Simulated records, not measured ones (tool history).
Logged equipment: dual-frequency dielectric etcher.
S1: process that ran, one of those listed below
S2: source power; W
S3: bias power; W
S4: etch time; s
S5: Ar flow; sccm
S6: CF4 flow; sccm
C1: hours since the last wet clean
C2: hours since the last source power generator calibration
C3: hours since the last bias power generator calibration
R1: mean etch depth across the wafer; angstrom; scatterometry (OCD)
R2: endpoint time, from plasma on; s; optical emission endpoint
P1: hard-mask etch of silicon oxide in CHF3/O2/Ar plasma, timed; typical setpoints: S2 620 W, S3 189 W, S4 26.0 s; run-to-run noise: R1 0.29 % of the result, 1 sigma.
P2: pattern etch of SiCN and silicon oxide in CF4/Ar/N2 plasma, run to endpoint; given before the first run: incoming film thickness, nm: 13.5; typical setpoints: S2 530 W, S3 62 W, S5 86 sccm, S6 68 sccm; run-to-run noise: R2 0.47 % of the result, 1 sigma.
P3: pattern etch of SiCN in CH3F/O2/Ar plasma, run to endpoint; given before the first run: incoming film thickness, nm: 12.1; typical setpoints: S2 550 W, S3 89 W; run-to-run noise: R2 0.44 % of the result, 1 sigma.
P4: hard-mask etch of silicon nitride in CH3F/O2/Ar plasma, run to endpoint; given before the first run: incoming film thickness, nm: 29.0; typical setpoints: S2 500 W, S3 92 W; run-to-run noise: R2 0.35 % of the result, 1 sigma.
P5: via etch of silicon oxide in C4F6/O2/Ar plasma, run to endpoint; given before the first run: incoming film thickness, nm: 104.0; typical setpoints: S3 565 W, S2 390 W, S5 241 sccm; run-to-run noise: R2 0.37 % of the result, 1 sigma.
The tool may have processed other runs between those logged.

run,day,S1,S2,S3,S4,S5,S6,C1,C2,C3,R1,R2
1,0.612,P1,620,189,26.0,,,348.9,2770.6,751.5,530.15,
2,1.358,P4,340,92,,,,366.8,2788.5,769.4,,41.197
3,1.788,P3,340,89,,,,377.1,2798.8,779.7,,30.148
# day 2.325: source power generator calibrated
4,2.479,P1,770,189,26.0,,,393.7,3.7,796.3,576.59,
5,3.046,P1,620,189,37.0,,,407.3,17.3,809.9,755.06,
6,3.562,P5,390,565,,241,,419.7,29.7,822.3,,22.073
7,3.917,P1,620,267,26.0,,,428.2,38.2,830.8,597.07,
8,4.517,P2,530,62,,86,68,442.6,52.6,845.2,,13.551
9,5.142,P1,620,189,17.0,,,457.6,67.6,860.2,346.83,
# day 5.700: bias power generator calibrated
10,5.717,P5,460,565,,241,,471.4,81.4,0.5,,20.557
11,6.046,P1,620,220,33.5,,,479.3,89.3,8.4,722.88,
12,6.562,P4,500,128,,,,491.7,101.7,20.8,,31.376
13,7.300,P2,530,62,,86,47,509.4,119.4,38.5,,14.528
14,7.979,P4,500,92,,,,525.7,135.7,54.8,,35.452
15,8.400,P5,390,771,,241,,535.8,145.8,64.9,,19.408
16,8.933,P1,790,189,34.5,,,548.6,158.6,77.7,773.94,
17,9.692,P1,470,189,26.0,,,566.8,176.8,95.9,478.99,
18,10.346,P1,620,189,26.0,,,582.5,192.5,111.6,531.72,
19,10.862,P5,390,565,,332,,594.9,204.9,124.0,,22.752
20,11.442,P1,620,189,26.0,,,608.8,218.8,137.9,528.43,
21,11.879,P1,620,125,26.0,,,619.3,229.3,148.4,465.35,
22,12.629,P2,530,62,,53,68,637.3,247.3,166.4,,12.605
23,13.342,P1,620,189,26.0,,,654.4,264.4,183.5,528.98,
24,13.829,P3,550,89,,,,666.1,276.1,195.2,,25.001
25,14.425,P2,720,62,,86,68,680.4,290.4,209.5,,10.371
26,15.112,P2,530,88,,86,68,696.9,306.9,226.0,,12.061
27,15.621,P3,550,122,,,,709.1,319.1,238.2,,22.322
28,16.142,P1,380,189,33.5,,,721.6,331.6,250.7,566.38,
29,16.771,P1,620,189,26.0,,,736.7,346.7,265.8,529.51,
30,17.146,P5,390,565,,241,,745.7,355.7,274.8,,21.950
31,17.788,P1,620,189,26.0,,,761.1,371.1,290.2,532.19,
32,18.417,P1,620,189,26.0,,,776.2,386.2,305.3,532.91,
33,18.754,P1,620,189,26.0,,,784.3,394.3,313.4,533.18,
34,19.104,P1,620,189,26.0,,,792.7,402.7,321.8,537.09,
35,19.771,P1,620,189,26.0,,,808.7,418.7,337.8,536.78,
36,20.179,P1,620,189,26.0,,,818.5,428.5,347.6,535.64,
# day 20.496: wet clean of the chamber
37,20.917,P1,620,189,26.0,,,10.2,446.2,365.3,536.09,
38,21.583,P1,620,189,26.0,,,26.2,462.2,381.3,538.69,
39,21.967,P1,620,189,26.0,,,35.4,471.4,390.5,537.92,
40,22.425,P1,620,189,26.0,,,46.4,482.4,401.5,538.64,

What P1 gives has crept off from where it sat before. The 2 causes that follow fit the log equally well, each at the size noted:
A: bias power that arrives over what is set, % = 4.34
B: source power that arrives over what is set, % = 3.86
At approximately day 17.788, the process output began to creep.
Ruled out, with reasons:
chamber walls in a state that raises the etch rate, %: serviced at day 20.496, after the drift had started, without restoring the earlier output

You are offered 4 check runs, listed below with question marks in place of their results; each one averages 3 wafers. Which run separates the listed causes by giving clearly different results for each?
check 1,22.883,P3,380,108,,,,,,,,?
check 2,22.883,P5,390,565,,327,,,,,,?
check 3,22.883,P2,530,62,,62,47,,,,,?
check 4,22.883,P4,430,113,,,,,,,,?

Outcome of each check run for each possible cause:
check,result,if A,if B
check 1,R2,26.371,26.436
check 2,R2,22.322,22.374
check 3,R2,13.505,13.236
check 4,R2,34.309,34.374
Gap, in per cent, between the two causes that each check separates least, read from the result that separates them most: check 1 0.24 %; check 2 0.23 %; check 3 2.01 %; check 4 0.19 %
Only check 3 tells the causes apart: in the others they would give nearly the same result.

Here is what check 3 returned: R2 13.518 s. Which cause is it?

The cause is A: bias power that arrives over what is set, %.
